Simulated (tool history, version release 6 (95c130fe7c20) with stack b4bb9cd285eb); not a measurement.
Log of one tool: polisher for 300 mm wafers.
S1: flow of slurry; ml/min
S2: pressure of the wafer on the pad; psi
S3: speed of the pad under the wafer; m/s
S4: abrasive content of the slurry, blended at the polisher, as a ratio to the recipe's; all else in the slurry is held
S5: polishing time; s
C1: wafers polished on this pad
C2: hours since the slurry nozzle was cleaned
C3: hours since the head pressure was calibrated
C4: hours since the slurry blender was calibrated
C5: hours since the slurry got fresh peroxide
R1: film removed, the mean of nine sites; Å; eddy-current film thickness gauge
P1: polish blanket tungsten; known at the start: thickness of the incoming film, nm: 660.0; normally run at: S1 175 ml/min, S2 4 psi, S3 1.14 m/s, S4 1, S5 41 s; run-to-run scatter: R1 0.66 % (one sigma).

| run | hour | S1 | S2 | S3 | S4 | S5 | C1 | C2 | C3 | C4 | C5 | R1 |
|---|---|---|---|---|---|---|---|---|---|---|---|---|
| 1 | 17 | 175 | 4 | 1.14 | 1 | 41 | 1011 | 311.7 | 1012.3 | 34.6 | 57.4 | 1919.4 |
|  | 22.6 | slurry nozzle cleaned |
| 2 | 29.5 | 175 | 4 | 1.14 | 1 | 60 | 1110 | 7 | 1024.8 | 47.1 | 69.9 | 2839.5 |
| 3 | 46.5 | 175 | 3 | 1.14 | 1 | 41 | 1244 | 24 | 1041.8 | 64.1 | 86.9 | 1444.8 |
| 4 | 57.4 | 175 | 4 | 1.14 | 1 | 41 | 1331 | 34.9 | 1052.7 | 75 | 97.8 | 1914.1 |
| 5 | 72.8 | 175 | 4 | 1.14 | 1 | 41 | 1452 | 50.3 | 1068.1 | 90.4 | 113.2 | 1916.1 |
| 6 | 82.6 | 225 | 4 | 1.14 | 1 | 41 | 1530 | 60.1 | 1077.9 | 100.2 | 123 | 1959.5 |
| 7 | 91.5 | 175 | 4 | 1.6 | 0.6 | 41 | 1600 | 69 | 1086.8 | 109.1 | 131.9 | 2374 |
| 8 | 101.8 | 175 | 4 | 1.68 | 1 | 41 | 1682 | 79.3 | 1097.1 | 119.4 | 142.2 | 2814 |
| 9 | 113 | 175 | 4 | 0.6 | 1 | 41 | 1770 | 90.5 | 1108.3 | 130.6 | 153.4 | 1015.7 |
| 10 | 128.1 | 175 | 5.9 | 1.14 | 1 | 41 | 1890 | 105.6 | 1123.4 | 145.7 | 168.5 | 2796.2 |
| 11 | 142.1 | 175 | 4 | 1.14 | 0.5 | 41 | 2001 | 119.6 | 1137.4 | 159.7 | 182.5 | 1638.5 |
| 12 | 156.6 | 175 | 4 | 1.14 | 1.2 | 41 | 2115 | 134.1 | 1151.9 | 174.2 | 197 | 2017.3 |
| 13 | 172.6 | 175 | 4 | 1.14 | 1 | 41 | 2242 | 150.1 | 1167.9 | 190.2 | 213 | 1928.6 |
| 14 | 182.1 | 175 | 6.2 | 0.52 | 1 | 41 | 2317 | 159.6 | 1177.4 | 199.7 | 222.5 | 1346.1 |
|  | 187.5 | worn pad replaced by a new one |
| 15 | 193.4 | 105 | 4 | 1.14 | 1 | 41 | 47 | 170.9 | 1188.7 | 211 | 233.8 | 1714.2 |
| 16 | 206.4 | 175 | 4 | 1.14 | 1 | 26 | 149 | 183.9 | 1201.7 | 224 | 246.8 | 1211.7 |
| 17 | 218.7 | 175 | 4 | 1.14 | 1 | 41 | 247 | 196.2 | 1214 | 236.3 | 259.1 | 1909.5 |
| 18 | 227.9 | 175 | 4 | 1.14 | 1 | 41 | 319 | 205.4 | 1223.2 | 245.5 | 268.3 | 1864.8 |
| 19 | 241 | 175 | 4 | 1.14 | 1 | 41 | 423 | 218.5 | 1236.3 | 258.6 | 281.4 | 1817.5 |
| 20 | 252.3 | 175 | 4 | 1.14 | 1 | 41 | 512 | 229.8 | 1247.6 | 269.9 | 292.7 | 1776.7 |
| 21 | 260.1 | 175 | 4 | 1.14 | 1 | 41 | 574 | 237.6 | 1255.4 | 277.7 | 300.5 | 1783.4 |
|  | 272.4 | worn pad replaced by a new one |
|  | 273 | head pressure recalibrated |
| 22 | 274 | 175 | 4 | 1.14 | 1 | 41 | 12 | 251.5 | 1 | 291.6 | 314.4 | 1761.9 |
|  | 275.7 | slurry blender recalibrated |
| 23 | 287.7 | 175 | 4 | 1.14 | 1 | 41 | 121 | 265.2 | 14.7 | 12.1 | 328.1 | 1753.4 |
| 24 | 295.8 | 175 | 4 | 1.14 | 1 | 41 | 185 | 273.3 | 22.8 | 20.2 | 336.2 | 1759.1 |
| 25 | 310.2 | 175 | 4 | 1.14 | 1 | 41 | 299 | 287.7 | 37.2 | 34.6 | 350.6 | 1778.2 |

What P1 gives has crept away from where it was. These 2 causes fit the log equally well, each at the size given:
A: peroxide lost from the slurry, % = 20.2
B: slurry flow missing at the pad, % = 37.4
The creep began at about hour 218.7.
Why every other cause is out:
removal rate lost through wear of the pad, %: serviced at hour 272.4, which brought nothing back
head's pressure below its setpoint, %: serviced at hour 273, which brought nothing back
abrasive missing from the slurry, %: serviced at hour 275.7, which brought nothing back

4 check runs are offered, each on 3 wafers whose results are averaged, their results left as question marks. Which one tells the causes apart?
| check 1 | 324.6 | 175 | 4 | 1.6 | 1 | 41 |  |  |  |  |  | ? |
| check 2 | 324.6 | 130 | 4 | 1.14 | 1 | 41 |  |  |  |  |  | ? |
| check 3 | 324.6 | 175 | 5.8 | 0.76 | 1 | 41 |  |  |  |  |  | ? |
| check 4 | 324.6 | 175 | 4 | 0.86 | 1 | 41 |  |  |  |  |  | ? |

What each check would give under each cause:
| check | result | if A | if B |
|---|---|---|---|
| check 1 | R1 | 2466.4 | 2466.8 |
| check 2 | R1 | 1669.5 | 1625.5 |
| check 3 | R1 | 1698.7 | 1699 |
| check 4 | R1 | 1325.7 | 1325.9 |
How far apart the two closest causes lie, in the result that separates them most: check 1 0.02 %; check 2 2.67 %; check 3 0.02 %; check 4 0.02 %
Only check 2 tells the causes apart: in the others they would give nearly the same result.

Check 2 was then run and gave: R1 1660.9 Å. Which cause is it?

It is A: peroxide lost from the slurry, %.
